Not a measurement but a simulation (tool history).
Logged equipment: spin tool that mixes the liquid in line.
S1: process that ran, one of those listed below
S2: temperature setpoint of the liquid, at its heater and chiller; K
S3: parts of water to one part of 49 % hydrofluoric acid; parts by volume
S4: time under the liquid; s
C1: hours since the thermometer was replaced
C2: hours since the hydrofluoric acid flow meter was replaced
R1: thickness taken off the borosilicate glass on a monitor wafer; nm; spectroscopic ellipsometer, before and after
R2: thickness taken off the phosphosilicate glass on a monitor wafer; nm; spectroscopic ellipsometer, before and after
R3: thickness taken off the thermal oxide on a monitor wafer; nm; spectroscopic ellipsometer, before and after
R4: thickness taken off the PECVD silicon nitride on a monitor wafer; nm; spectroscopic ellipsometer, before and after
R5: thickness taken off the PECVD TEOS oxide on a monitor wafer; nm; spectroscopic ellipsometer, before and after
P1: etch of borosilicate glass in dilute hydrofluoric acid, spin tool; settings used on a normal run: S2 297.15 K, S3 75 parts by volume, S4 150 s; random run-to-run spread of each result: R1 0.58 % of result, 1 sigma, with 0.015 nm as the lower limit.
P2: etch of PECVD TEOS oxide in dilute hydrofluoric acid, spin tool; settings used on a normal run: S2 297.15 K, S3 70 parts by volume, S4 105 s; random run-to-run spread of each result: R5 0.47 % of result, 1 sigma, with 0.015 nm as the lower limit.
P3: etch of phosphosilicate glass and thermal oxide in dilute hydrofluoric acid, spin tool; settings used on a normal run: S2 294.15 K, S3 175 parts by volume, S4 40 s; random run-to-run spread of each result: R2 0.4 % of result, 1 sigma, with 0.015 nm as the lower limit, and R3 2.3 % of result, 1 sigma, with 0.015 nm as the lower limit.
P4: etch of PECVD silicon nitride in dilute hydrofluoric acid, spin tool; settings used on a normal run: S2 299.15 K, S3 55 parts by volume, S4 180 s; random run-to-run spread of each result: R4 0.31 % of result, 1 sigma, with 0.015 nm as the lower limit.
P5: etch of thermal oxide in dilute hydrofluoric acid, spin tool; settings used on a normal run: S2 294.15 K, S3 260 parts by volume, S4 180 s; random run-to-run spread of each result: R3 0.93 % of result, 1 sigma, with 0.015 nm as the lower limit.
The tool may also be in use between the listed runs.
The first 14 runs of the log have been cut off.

run,hour,S1,S2,S3,S4,C1,C2,R1,R2,R3,R4,R5
15,57.1,P3,294.15,175,40,622.0,311.9,,19.396,0.89135,,
16,60.5,P1,297.15,75,150,625.4,315.3,56.1560,,,,
17,64.4,P1,297.15,75,150,629.3,319.2,55.8070,,,,
18,68.9,P4,306.65,55,180,633.8,323.7,,,,35.282,
19,71.3,P1,297.15,75,150,636.2,326.1,55.5200,,,,
20,74.4,P4,299.15,55,180,639.3,329.2,,,,21.808,
21,78.2,P4,299.15,30,180,643.1,333.0,,,,39.312,
22,82.9,P1,297.15,125,150,647.8,337.7,31.3780,,,,
23,85.1,P3,294.15,70,40,650.0,339.9,,54.480,2.44830,,
24,88.2,P1,302.15,75,150,653.1,343.0,67.6520,,,,
25,90.9,P5,294.15,260,180,655.8,345.7,,,2.50360,,
26,93.9,P1,290.65,75,35,658.8,348.7,9.9049,,,,
27,97.4,P1,297.15,75,150,662.3,352.2,56.3460,,,,
28,101.2,P4,299.15,55,295,666.1,356.0,,,,35.796,
29,104.5,P2,297.15,70,170,669.4,359.3,,,,,29.708
30,109.3,P1,297.15,105,210,674.2,364.1,53.3730,,,,
31,113.2,P5,290.15,260,180,678.1,368.0,,,2.14250,,
32,117.2,P1,297.15,20,150,682.1,372.0,223.1000,,,,

Predict the results of run 33:
33,119.9,P2,297.15,70,105,684.8,374.7,,,,,?

R5: 18.697 nm
